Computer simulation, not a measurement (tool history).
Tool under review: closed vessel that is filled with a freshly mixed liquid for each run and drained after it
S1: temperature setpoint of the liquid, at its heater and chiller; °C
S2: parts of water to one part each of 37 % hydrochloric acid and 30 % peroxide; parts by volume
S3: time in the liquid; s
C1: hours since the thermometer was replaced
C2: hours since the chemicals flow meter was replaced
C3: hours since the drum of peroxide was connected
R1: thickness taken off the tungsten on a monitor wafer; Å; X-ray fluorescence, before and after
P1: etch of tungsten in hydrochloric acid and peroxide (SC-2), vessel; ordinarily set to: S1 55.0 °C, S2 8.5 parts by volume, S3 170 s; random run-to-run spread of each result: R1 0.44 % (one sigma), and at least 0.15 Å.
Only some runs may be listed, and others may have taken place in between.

run   hour    S1    S2   S3     C1     C2     C3        R1
  1   13.5  55.0   8.5  170  364.4  430.3  686.2   305.590
  2   29.6  55.0   8.5  170  380.5  446.4  702.3   302.990
  3   42.1  55.0   4.0  170  393.0  458.9  714.8   531.340
  4   52.6  55.0  15.0  170  403.5  469.4  725.3   187.550
  5   61.5  55.0   8.5   30  412.4  478.3  734.2    53.721
  6   69.8  55.0   8.5  170  420.7  486.6  742.5   302.860
  7   79.0  55.0   8.5  330  429.9  495.8  751.7   584.710
  8   89.1  69.5   8.5  170  440.0  505.9  761.8   743.190
  9   98.7  70.0   8.5  315  449.6  515.5  771.4  1428.900
 10  109.9  55.0   8.5  170  460.8  526.7  782.6   305.200
 11  121.6  39.5   8.5  170  472.5  538.4  794.3   105.790
 12  135.2  40.5   8.5   30  486.1  552.0  807.9    20.282
 13  148.5  55.0   8.5  170  499.4  565.3  821.2   302.610
 14  162.2  44.5  14.5  170  513.1  579.0  834.9    95.426

Predict the results of run 15:
 15  170.7  55.0  8.5  170  521.6  587.5  843.4   ?

R1: 300.690 Å

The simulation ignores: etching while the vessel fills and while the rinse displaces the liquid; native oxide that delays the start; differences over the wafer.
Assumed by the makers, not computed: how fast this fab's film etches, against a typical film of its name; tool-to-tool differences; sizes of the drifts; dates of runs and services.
